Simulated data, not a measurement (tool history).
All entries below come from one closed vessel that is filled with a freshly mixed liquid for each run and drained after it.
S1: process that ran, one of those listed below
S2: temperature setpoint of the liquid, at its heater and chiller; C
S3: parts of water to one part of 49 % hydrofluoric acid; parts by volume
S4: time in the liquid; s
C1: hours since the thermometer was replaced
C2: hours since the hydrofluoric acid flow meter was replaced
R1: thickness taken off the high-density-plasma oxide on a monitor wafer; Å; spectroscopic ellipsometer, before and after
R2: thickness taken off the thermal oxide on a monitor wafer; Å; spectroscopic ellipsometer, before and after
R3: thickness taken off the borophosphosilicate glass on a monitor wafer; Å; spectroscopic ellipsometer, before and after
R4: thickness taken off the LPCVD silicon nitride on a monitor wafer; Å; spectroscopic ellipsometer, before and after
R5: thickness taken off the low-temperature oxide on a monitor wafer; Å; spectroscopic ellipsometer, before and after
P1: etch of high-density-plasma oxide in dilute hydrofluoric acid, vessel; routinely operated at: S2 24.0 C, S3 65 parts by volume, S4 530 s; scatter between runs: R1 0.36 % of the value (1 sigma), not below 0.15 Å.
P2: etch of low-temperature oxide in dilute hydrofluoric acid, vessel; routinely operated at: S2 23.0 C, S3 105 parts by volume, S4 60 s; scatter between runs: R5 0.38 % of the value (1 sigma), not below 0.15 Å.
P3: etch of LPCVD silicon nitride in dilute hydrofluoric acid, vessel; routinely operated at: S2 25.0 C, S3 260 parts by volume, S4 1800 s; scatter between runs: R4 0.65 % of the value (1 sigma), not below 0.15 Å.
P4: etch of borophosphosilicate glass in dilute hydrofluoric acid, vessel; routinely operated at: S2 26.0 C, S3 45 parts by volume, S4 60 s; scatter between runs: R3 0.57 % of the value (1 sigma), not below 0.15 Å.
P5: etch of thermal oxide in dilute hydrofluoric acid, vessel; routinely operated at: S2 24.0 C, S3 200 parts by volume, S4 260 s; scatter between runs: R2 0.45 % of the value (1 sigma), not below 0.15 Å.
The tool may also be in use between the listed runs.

| run | hour | S1 | S2 | S3 | S4 | C1 | C2 | R1 | R2 | R3 | R4 | R5 |
|---|---|---|---|---|---|---|---|---|---|---|---|---|
| 1 | 6.5 | P1 | 24.0 | 65 | 530 | 859.9 | 1216.4 | 533.330 |  |  |  |  |
| 2 | 12.0 | P1 | 24.0 | 100 | 85 | 865.4 | 1221.9 | 52.997 |  |  |  |  |
| 3 | 20.0 | P5 | 24.0 | 200 | 260 | 873.4 | 1229.9 |  | 56.3700 |  |  |  |
| 4 | 28.3 | P4 | 18.5 | 45 | 60 | 881.7 | 1238.2 |  |  | 945.08 |  |  |
| 5 | 37.7 | P1 | 20.5 | 65 | 935 | 891.1 | 1247.6 | 815.300 |  |  |  |  |
| 6 | 45.6 | P1 | 24.0 | 65 | 925 | 899.0 | 1255.5 | 930.650 |  |  |  |  |
| 7 | 55.7 | P5 | 24.0 | 200 | 40 | 909.1 | 1265.6 |  | 8.6749 |  |  |  |
| 8 | 66.0 | P1 | 24.0 | 65 | 530 | 919.4 | 1275.9 | 533.750 |  |  |  |  |
| 9 | 72.9 | P1 | 18.0 | 65 | 530 | 926.3 | 1282.8 | 414.590 |  |  |  |  |
| 10 | 82.7 | P3 | 25.0 | 260 | 2810 | 936.1 | 1292.6 |  |  |  | 52.684 |  |
| 11 | 87.7 | P2 | 23.0 | 105 | 60 | 941.1 | 1297.6 |  |  |  |  | 94.961 |
| 12 | 94.7 | P1 | 24.0 | 65 | 530 | 948.1 | 1304.6 | 532.830 |  |  |  |  |
| 13 | 104.9 | P2 | 23.0 | 60 | 60 | 958.3 | 1314.8 |  |  |  |  | 174.630 |
| 14 | 110.7 | P4 | 26.0 | 25 | 60 | 964.1 | 1320.6 |  |  | 2387.30 |  |  |
| 15 | 116.2 | P1 | 24.0 | 45 | 530 | 969.6 | 1326.1 | 791.620 |  |  |  |  |
| 16 | 126.8 | P1 | 24.0 | 95 | 530 | 980.2 | 1336.7 | 352.240 |  |  |  |  |
| 17 | 135.5 | P2 | 27.5 | 105 | 60 | 988.9 | 1345.4 |  |  |  |  | 112.980 |
| 18 | 144.2 | P1 | 24.0 | 65 | 145 | 997.6 | 1354.1 | 145.300 |  |  |  |  |
| 19 | 153.9 | P1 | 24.0 | 65 | 530 | 1007.3 | 1363.8 | 530.670 |  |  |  |  |
| 20 | 164.1 | P3 | 21.0 | 260 | 1800 | 1017.5 | 1374.0 |  |  |  | 26.392 |  |
| 21 | 171.8 | P1 | 24.0 | 65 | 530 | 1025.2 | 1381.7 | 533.400 |  |  |  |  |
| 22 | 178.8 | P1 | 24.0 | 65 | 530 | 1032.2 | 1388.7 | 528.370 |  |  |  |  |
| 23 | 189.2 | P4 | 26.0 | 45 | 60 | 1042.6 | 1399.1 |  |  | 1279.00 |  |  |
| 24 | 197.1 | P5 | 24.0 | 200 | 260 | 1050.5 | 1407.0 |  | 55.8380 |  |  |  |
| 25 | 202.3 | P2 | 23.0 | 105 | 30 | 1055.7 | 1412.2 |  |  |  |  | 47.597 |
| 26 | 208.5 | P5 | 24.0 | 80 | 260 | 1061.9 | 1418.4 |  | 161.1100 |  |  |  |
| 27 | 219.2 | P1 | 29.5 | 65 | 530 | 1072.6 | 1429.1 | 660.230 |  |  |  |  |
| 28 | 226.4 | P3 | 25.0 | 435 | 1800 | 1079.8 | 1436.3 |  |  |  | 20.442 |  |
| 29 | 236.1 | P5 | 17.0 | 200 | 260 | 1089.5 | 1446.0 |  | 42.9420 |  |  |  |
|  | 237.4 | hydrofluoric acid flow meter replaced |
| 30 | 243.5 | P3 | 25.0 | 260 | 1800 | 1096.9 | 6.1 |  |  |  | 33.320 |  |
| 31 | 249.5 | P3 | 25.0 | 260 | 1800 | 1102.9 | 12.1 |  |  |  | 33.149 |  |
| 32 | 259.4 | P4 | 26.0 | 45 | 30 | 1112.8 | 22.0 |  |  | 645.72 |  |  |
| 33 | 264.2 | P1 | 24.0 | 65 | 530 | 1117.6 | 26.8 | 532.460 |  |  |  |  |
| 34 | 274.1 | P1 | 24.0 | 65 | 530 | 1127.5 | 36.7 | 509.610 |  |  |  |  |
| 35 | 279.9 | P1 | 24.0 | 65 | 530 | 1133.3 | 42.5 | 504.120 |  |  |  |  |
| 36 | 285.3 | P1 | 24.0 | 65 | 530 | 1138.7 | 47.9 | 498.540 |  |  |  |  |
| 37 | 291.9 | P1 | 24.0 | 65 | 530 | 1145.3 | 54.5 | 493.970 |  |  |  |  |
| 38 | 302.6 | P1 | 24.0 | 65 | 530 | 1156.0 | 65.2 | 494.890 |  |  |  |  |
| 39 | 312.5 | P1 | 24.0 | 65 | 530 | 1165.9 | 75.1 | 492.340 |  |  |  |  |

Compared with where it was, what P1 gives has crept away. Each cause listed below fits the log as well as the rest, at the size given for it:
A: hydrofluoric acid flow below the setpoint (%) = 6.96
B: liquid colder than its thermometer reads (K) = 1.92
The creep began at about hour 264.2.

4 check runs are offered, each on 2 wafers whose results are averaged, their results left as question marks. Which one tells the causes apart?
| check 1 | 322.4 | P3 | 25.0 | 390 | 2770 |  |  |  |  |  | ? |  |
| check 2 | 322.4 | P4 | 26.0 | 30 | 60 |  |  |  |  | ? |  |  |
| check 3 | 322.4 | P5 | 20.5 | 200 | 115 |  |  |  | ? |  |  |  |
| check 4 | 322.4 | P2 | 23.0 | 65 | 30 |  |  |  |  |  |  | ? |

Outcome of each check run for each possible cause:
| check | result | if A | if B |
|---|---|---|---|
| check 1 | R4 | 32.158 | 30.839 |
| check 2 | R3 | 1828.20 | 1820.00 |
| check 3 | R2 | 19.9280 | 20.1750 |
| check 4 | R5 | 74.424 | 74.340 |
Minimum pairwise separation of causes per check, each pair taken at its best-separating result: check 1 4.19 %; check 2 0.45 %; check 3 1.24 %; check 4 0.11 %
The other checks would show nearly matching results whichever cause is true, so check 1 is the only one that separates the causes.

Then check 1 was run and gave: R4 30.878 Å. Which cause is it?

The correct cause is B, namely: liquid colder than its thermometer reads (K).
